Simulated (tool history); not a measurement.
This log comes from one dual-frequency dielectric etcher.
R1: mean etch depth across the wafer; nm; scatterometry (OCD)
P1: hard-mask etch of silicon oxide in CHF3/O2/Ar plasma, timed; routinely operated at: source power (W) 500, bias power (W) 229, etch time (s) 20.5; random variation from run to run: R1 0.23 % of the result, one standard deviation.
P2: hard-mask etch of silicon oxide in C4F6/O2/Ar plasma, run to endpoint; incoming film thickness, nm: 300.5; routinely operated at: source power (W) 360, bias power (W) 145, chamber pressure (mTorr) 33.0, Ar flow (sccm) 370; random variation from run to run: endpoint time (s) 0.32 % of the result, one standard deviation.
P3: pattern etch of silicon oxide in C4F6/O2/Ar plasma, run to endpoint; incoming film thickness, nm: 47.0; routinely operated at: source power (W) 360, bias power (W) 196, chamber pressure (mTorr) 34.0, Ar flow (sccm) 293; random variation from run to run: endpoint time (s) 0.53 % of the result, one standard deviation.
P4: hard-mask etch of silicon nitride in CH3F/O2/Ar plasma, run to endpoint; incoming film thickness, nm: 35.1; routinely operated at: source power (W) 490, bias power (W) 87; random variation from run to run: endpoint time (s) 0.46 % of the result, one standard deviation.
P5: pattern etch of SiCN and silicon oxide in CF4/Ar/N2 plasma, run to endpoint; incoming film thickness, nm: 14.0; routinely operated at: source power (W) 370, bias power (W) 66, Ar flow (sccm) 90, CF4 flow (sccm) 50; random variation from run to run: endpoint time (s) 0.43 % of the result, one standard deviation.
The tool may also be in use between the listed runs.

run 1 hour=6.4 | process_that_ran=P1 source_power_(W)=500 bias_power_(W)=229 etch_time_(s)=20.5 | R1=41.359
run 2 hour=17.8 | process_that_ran=P2 source_power_(W)=360 bias_power_(W)=145 chamber_pressure_(mTorr)=33.0 Ar_flow_(sccm)=370 | endpoint_time_(s)=114.200
run 3 hour=23.8 | process_that_ran=P5 source_power_(W)=290 bias_power_(W)=66 Ar_flow_(sccm)=90 CF4_flow_(sccm)=50 | endpoint_time_(s)=25.319
run 4 hour=34.2 | process_that_ran=P2 source_power_(W)=360 bias_power_(W)=145 chamber_pressure_(mTorr)=33.0 Ar_flow_(sccm)=452 | endpoint_time_(s)=117.070
run 5 hour=42.9 | process_that_ran=P1 source_power_(W)=330 bias_power_(W)=229 etch_time_(s)=20.5 | R1=35.371
run 6 hour=48.8 | process_that_ran=P1 source_power_(W)=500 bias_power_(W)=136 etch_time_(s)=20.5 | R1=34.651
run 7 hour=59.9 | process_that_ran=P1 source_power_(W)=410 bias_power_(W)=191 etch_time_(s)=20.5 | R1=35.994
run 8 hour=66.0 | process_that_ran=P5 source_power_(W)=370 bias_power_(W)=66 Ar_flow_(sccm)=90 CF4_flow_(sccm)=50 | endpoint_time_(s)=20.307
run 9 hour=72.3 | process_that_ran=P3 source_power_(W)=280 bias_power_(W)=196 chamber_pressure_(mTorr)=34.0 Ar_flow_(sccm)=293 | endpoint_time_(s)=16.660
run 10 hour=79.7 | process_that_ran=P1 source_power_(W)=500 bias_power_(W)=291 etch_time_(s)=20.5 | R1=45.285
run 11 hour=85.8 | process_that_ran=P1 source_power_(W)=500 bias_power_(W)=229 etch_time_(s)=11.5 | R1=23.170
run 12 hour=93.9 | process_that_ran=P5 source_power_(W)=370 bias_power_(W)=66 Ar_flow_(sccm)=90 CF4_flow_(sccm)=33 | endpoint_time_(s)=21.805
run 13 hour=100.1 | process_that_ran=P1 source_power_(W)=500 bias_power_(W)=229 etch_time_(s)=20.5 | R1=41.324
-- hour=100.3 wet clean of the chamber
run 14 hour=107.8 | process_that_ran=P4 source_power_(W)=490 bias_power_(W)=87 | endpoint_time_(s)=45.745
run 15 hour=118.1 | process_that_ran=P2 source_power_(W)=360 bias_power_(W)=145 chamber_pressure_(mTorr)=26.5 Ar_flow_(sccm)=370 | endpoint_time_(s)=111.540
run 16 hour=129.8 | process_that_ran=P2 source_power_(W)=480 bias_power_(W)=145 chamber_pressure_(mTorr)=33.0 Ar_flow_(sccm)=370 | endpoint_time_(s)=102.280
run 17 hour=142.2 | process_that_ran=P3 source_power_(W)=360 bias_power_(W)=196 chamber_pressure_(mTorr)=41.5 Ar_flow_(sccm)=293 | endpoint_time_(s)=15.540
run 18 hour=152.2 | process_that_ran=P5 source_power_(W)=370 bias_power_(W)=42 Ar_flow_(sccm)=90 CF4_flow_(sccm)=50 | endpoint_time_(s)=23.535
run 19 hour=162.7 | process_that_ran=P1 source_power_(W)=700 bias_power_(W)=229 etch_time_(s)=20.5 | R1=46.951
run 20 hour=170.5 | process_that_ran=P4 source_power_(W)=490 bias_power_(W)=87 | endpoint_time_(s)=45.530
run 21 hour=180.8 | process_that_ran=P4 source_power_(W)=490 bias_power_(W)=57 | endpoint_time_(s)=53.017
-- hour=183.9 bias power generator calibrated
run 22 hour=190.8 | process_that_ran=P1 source_power_(W)=500 bias_power_(W)=229 etch_time_(s)=20.5 | R1=41.334
run 23 hour=202.4 | process_that_ran=P2 source_power_(W)=360 bias_power_(W)=89 chamber_pressure_(mTorr)=33.0 Ar_flow_(sccm)=370 | endpoint_time_(s)=131.320

What will run 24 give?
run 24 hour=208.4 | process_that_ran=P3 source_power_(W)=360 bias_power_(W)=196 chamber_pressure_(mTorr)=34.0 Ar_flow_(sccm)=293 | endpoint_time_(s)=?

endpoint time (s): 15.334

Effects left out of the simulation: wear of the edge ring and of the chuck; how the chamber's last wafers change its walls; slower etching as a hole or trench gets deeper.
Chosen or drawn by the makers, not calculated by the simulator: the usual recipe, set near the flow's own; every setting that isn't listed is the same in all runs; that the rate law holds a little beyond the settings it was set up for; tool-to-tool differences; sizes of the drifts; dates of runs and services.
